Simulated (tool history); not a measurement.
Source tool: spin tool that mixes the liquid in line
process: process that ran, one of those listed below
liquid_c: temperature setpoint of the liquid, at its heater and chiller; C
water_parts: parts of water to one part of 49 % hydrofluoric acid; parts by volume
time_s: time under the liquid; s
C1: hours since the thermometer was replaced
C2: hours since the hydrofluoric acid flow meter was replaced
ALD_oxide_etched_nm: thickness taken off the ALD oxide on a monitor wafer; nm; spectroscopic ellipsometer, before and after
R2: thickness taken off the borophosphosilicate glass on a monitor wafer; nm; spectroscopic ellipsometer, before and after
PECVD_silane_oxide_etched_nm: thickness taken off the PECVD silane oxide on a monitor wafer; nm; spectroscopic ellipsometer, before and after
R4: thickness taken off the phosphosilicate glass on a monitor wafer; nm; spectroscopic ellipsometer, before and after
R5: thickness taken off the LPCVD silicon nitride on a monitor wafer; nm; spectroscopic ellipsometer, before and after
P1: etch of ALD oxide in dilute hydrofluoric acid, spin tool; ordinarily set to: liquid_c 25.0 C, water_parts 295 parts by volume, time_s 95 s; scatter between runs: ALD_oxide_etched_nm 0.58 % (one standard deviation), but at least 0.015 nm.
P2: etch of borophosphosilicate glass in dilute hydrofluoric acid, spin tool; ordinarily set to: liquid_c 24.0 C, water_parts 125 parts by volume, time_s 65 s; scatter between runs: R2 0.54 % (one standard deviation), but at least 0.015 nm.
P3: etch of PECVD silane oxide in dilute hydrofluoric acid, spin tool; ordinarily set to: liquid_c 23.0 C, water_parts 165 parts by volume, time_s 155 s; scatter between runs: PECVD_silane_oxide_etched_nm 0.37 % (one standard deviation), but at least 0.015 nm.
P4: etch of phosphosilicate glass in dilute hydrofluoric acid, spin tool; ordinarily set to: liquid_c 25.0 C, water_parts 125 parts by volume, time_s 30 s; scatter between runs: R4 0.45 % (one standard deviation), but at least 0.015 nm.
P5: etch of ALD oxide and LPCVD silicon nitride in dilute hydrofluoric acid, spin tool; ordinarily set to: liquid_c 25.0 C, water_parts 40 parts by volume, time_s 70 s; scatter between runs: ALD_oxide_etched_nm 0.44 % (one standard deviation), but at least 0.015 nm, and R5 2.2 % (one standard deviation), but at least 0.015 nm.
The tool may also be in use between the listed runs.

Run 1, hour 3.6: process P1, liquid_c 25.0 C, water_parts 295 parts by volume, time_s 95 s; C1 410.0; C2 358.7. Result: ALD_oxide_etched_nm 4.81570 nm.
Run 2, hour 7.9: process P1, liquid_c 25.0 C, water_parts 295 parts by volume, time_s 95 s; C1 414.3; C2 363.0. Result: ALD_oxide_etched_nm 4.80760 nm.
Run 3, hour 12.8: process P2, liquid_c 24.0 C, water_parts 125 parts by volume, time_s 65 s; C1 419.2; C2 367.9. Result: R2 28.018 nm.
Run 4, hour 17.8: process P1, liquid_c 25.0 C, water_parts 295 parts by volume, time_s 95 s; C1 424.2; C2 372.9. Result: ALD_oxide_etched_nm 4.73010 nm.
Run 5, hour 24.0: process P1, liquid_c 25.0 C, water_parts 180 parts by volume, time_s 170 s; C1 430.4; C2 379.1. Result: ALD_oxide_etched_nm 15.70800 nm.
Run 6, hour 29.5: process P2, liquid_c 24.0 C, water_parts 125 parts by volume, time_s 65 s; C1 435.9; C2 384.6. Result: R2 27.729 nm.
Run 7, hour 34.2: process P1, liquid_c 25.0 C, water_parts 295 parts by volume, time_s 150 s; C1 440.6; C2 389.3. Result: ALD_oxide_etched_nm 7.50370 nm.
Run 8, hour 40.7: process P3, liquid_c 23.0 C, water_parts 295 parts by volume, time_s 155 s; C1 447.1; C2 395.8. Result: PECVD_silane_oxide_etched_nm 10.436 nm.
Run 9, hour 46.9: process P2, liquid_c 28.5 C, water_parts 125 parts by volume, time_s 65 s; C1 453.3; C2 402.0. Result: R2 32.582 nm.
Run 10, hour 50.5: process P1, liquid_c 25.0 C, water_parts 295 parts by volume, time_s 95 s; C1 456.9; C2 405.6. Result: ALD_oxide_etched_nm 4.74380 nm.
Run 11, hour 55.1: process P4, liquid_c 25.0 C, water_parts 125 parts by volume, time_s 15 s; C1 461.5; C2 410.2. Result: R4 17.377 nm.
Run 12, hour 60.3: process P5, liquid_c 25.0 C, water_parts 70 parts by volume, time_s 70 s; C1 466.7; C2 415.4. Result: ALD_oxide_etched_nm 13.54800 nm, R5 0.59306 nm.
Run 13, hour 66.0: process P5, liquid_c 25.0 C, water_parts 40 parts by volume, time_s 135 s; C1 472.4; C2 421.1. Result: ALD_oxide_etched_nm 47.66800 nm, R5 1.95060 nm.
Run 14, hour 71.4: process P1, liquid_c 25.0 C, water_parts 295 parts by volume, time_s 95 s; C1 477.8; C2 426.5. Result: ALD_oxide_etched_nm 4.79650 nm.
Run 15, hour 78.8: process P5, liquid_c 21.0 C, water_parts 40 parts by volume, time_s 70 s; C1 485.2; C2 433.9. Result: ALD_oxide_etched_nm 20.94400 nm, R5 0.75731 nm.
Run 16, hour 85.3: process P1, liquid_c 25.0 C, water_parts 535 parts by volume, time_s 95 s; C1 491.7; C2 440.4. Result: ALD_oxide_etched_nm 2.13660 nm.
Run 17, hour 91.8: process P2, liquid_c 24.0 C, water_parts 125 parts by volume, time_s 15 s; C1 498.2; C2 446.9. Result: R2 6.377 nm.
Run 18, hour 99.1: process P1, liquid_c 25.0 C, water_parts 295 parts by volume, time_s 15 s; C1 505.5; C2 454.2. Result: ALD_oxide_etched_nm 0.77314 nm.
Run 19, hour 104.1: process P3, liquid_c 23.0 C, water_parts 165 parts by volume, time_s 155 s; C1 510.5; C2 459.2. Result: PECVD_silane_oxide_etched_nm 21.334 nm.
Run 20, hour 111.4: process P1, liquid_c 25.0 C, water_parts 65 parts by volume, time_s 95 s; C1 517.8; C2 466.5. Result: ALD_oxide_etched_nm 28.03200 nm.
Run 21, hour 117.5: process P1, liquid_c 19.5 C, water_parts 295 parts by volume, time_s 95 s; C1 523.9; C2 472.6. Result: ALD_oxide_etched_nm 3.89140 nm.
At hour 124.6: hydrofluoric acid flow meter replaced.
Run 22, hour 124.6: process P4, liquid_c 25.0 C, water_parts 125 parts by volume, time_s 30 s; C1 531.0; C2 0.1. Result: R4 34.469 nm.
Run 23, hour 131.5: process P5, liquid_c 25.0 C, water_parts 40 parts by volume, time_s 70 s; C1 537.9; C2 7.0. Result: ALD_oxide_etched_nm 24.60300 nm, R5 0.97880 nm.
Run 24, hour 137.0: process P3, liquid_c 23.0 C, water_parts 165 parts by volume, time_s 155 s; C1 543.4; C2 12.5. Result: PECVD_silane_oxide_etched_nm 21.226 nm.
Run 25, hour 141.7: process P4, liquid_c 33.0 C, water_parts 125 parts by volume, time_s 30 s; C1 548.1; C2 17.2. Result: R4 46.784 nm.
Run 26, hour 149.0: process P3, liquid_c 23.0 C, water_parts 165 parts by volume, time_s 285 s; C1 555.4; C2 24.5. Result: PECVD_silane_oxide_etched_nm 39.216 nm.
Run 27, hour 155.8: process P1, liquid_c 31.5 C, water_parts 295 parts by volume, time_s 95 s; C1 562.2; C2 31.3. Result: ALD_oxide_etched_nm 5.88050 nm.
Run 28, hour 163.3: process P3, liquid_c 30.5 C, water_parts 165 parts by volume, time_s 155 s; C1 569.7; C2 38.8. Result: PECVD_silane_oxide_etched_nm 28.277 nm.
Run 29, hour 168.1: process P2, liquid_c 24.0 C, water_parts 220 parts by volume, time_s 65 s; C1 574.5; C2 43.6. Result: R2 14.249 nm.
Run 30, hour 174.2: process P1, liquid_c 25.0 C, water_parts 295 parts by volume, time_s 95 s; C1 580.6; C2 49.7. Result: ALD_oxide_etched_nm 4.77340 nm.
Run 31, hour 178.5: process P4, liquid_c 25.0 C, water_parts 70 parts by volume, time_s 30 s; C1 584.9; C2 54.0. Result: R4 67.009 nm.
Run 32, hour 182.8: process P1, liquid_c 25.0 C, water_parts 295 parts by volume, time_s 95 s; C1 589.2; C2 58.3. Result: ALD_oxide_etched_nm 4.71180 nm.
Run 33, hour 190.4: process P1, liquid_c 25.0 C, water_parts 295 parts by volume, time_s 95 s; C1 596.8; C2 65.9. Result: ALD_oxide_etched_nm 4.88410 nm.
Run 34, hour 196.4: process P1, liquid_c 25.0 C, water_parts 295 parts by volume, time_s 95 s; C1 602.8; C2 71.9. Result: ALD_oxide_etched_nm 4.90300 nm.
Run 35, hour 200.6: process P1, liquid_c 25.0 C, water_parts 295 parts by volume, time_s 95 s; C1 607.0; C2 76.1. Result: ALD_oxide_etched_nm 4.99160 nm.
Run 36, hour 208.4: process P1, liquid_c 25.0 C, water_parts 295 parts by volume, time_s 95 s; C1 614.8; C2 83.9. Result: ALD_oxide_etched_nm 4.95260 nm.
Run 37, hour 215.6: process P1, liquid_c 25.0 C, water_parts 295 parts by volume, time_s 95 s; C1 622.0; C2 91.1. Result: ALD_oxide_etched_nm 5.02920 nm.
Run 38, hour 220.8: process P1, liquid_c 25.0 C, water_parts 295 parts by volume, time_s 95 s; C1 627.2; C2 96.3. Result: ALD_oxide_etched_nm 5.01950 nm.
Run 39, hour 225.5: process P1, liquid_c 25.0 C, water_parts 295 parts by volume, time_s 95 s; C1 631.9; C2 101.0. Result: ALD_oxide_etched_nm 5.03690 nm.
Run 40, hour 229.0: process P1, liquid_c 25.0 C, water_parts 295 parts by volume, time_s 95 s; C1 635.4; C2 104.5. Result: ALD_oxide_etched_nm 5.01580 nm.
Run 41, hour 233.5: process P1, liquid_c 25.0 C, water_parts 295 parts by volume, time_s 95 s; C1 639.9; C2 109.0. Result: ALD_oxide_etched_nm 5.00920 nm.

What P1 gives has crept off from where it sat before. The 2 causes that follow fit the log equally well, each at the size noted:
A: liquid hotter than its thermometer reads (K) = 1.79
B: hydrofluoric acid flow above the setpoint (%) = 4.82
At approximately hour 182.8, the process output began to creep.

Each of the check runs listed below is run on 2 wafers and reports their average, with the results left as question marks. Pick the one under which the possible causes would lead to clearly different results.
Run check 1, hour 238.0: process P3, liquid_c 27.5 C, water_parts 285 parts by volume, time_s 155 s. Result: PECVD_silane_oxide_etched_nm ?.
Run check 2, hour 238.0: process P5, liquid_c 25.0 C, water_parts 40 parts by volume, time_s 95 s. Result: ALD_oxide_etched_nm ?, R5 ?.
Run check 3, hour 238.0: process P4, liquid_c 33.0 C, water_parts 125 parts by volume, time_s 30 s. Result: R4 ?.
Run check 4, hour 238.0: process P2, liquid_c 24.0 C, water_parts 175 parts by volume, time_s 15 s. Result: R2 ?.

Outcome of each check run for each possible cause:
  check                        result      if A      if B
check 1  PECVD_silane_oxide_etched_nm    13.499    13.522
check 2           ALD_oxide_etched_nm  35.98900  35.15000
check 2                            R5   1.54720   1.43720
check 3                            R4    49.729    49.348
check 4                            R2    4.6136    4.5650
Per-check spread between the two closest causes, in the result where they differ most: check 1 0.17 %; check 2 7.37 %; check 3 0.77 %; check 4 1.06 %
Only in check 2 would the causes give clearly different results; in the remaining checks their results would be nearly the same.

Check 2 has now been run. It gave: ALD_oxide_etched_nm 35.10600 nm; R5 1.46360 nm. Which of the candidate causes is it?

Of the candidate causes, it is B: hydrofluoric acid flow above the setpoint (%).
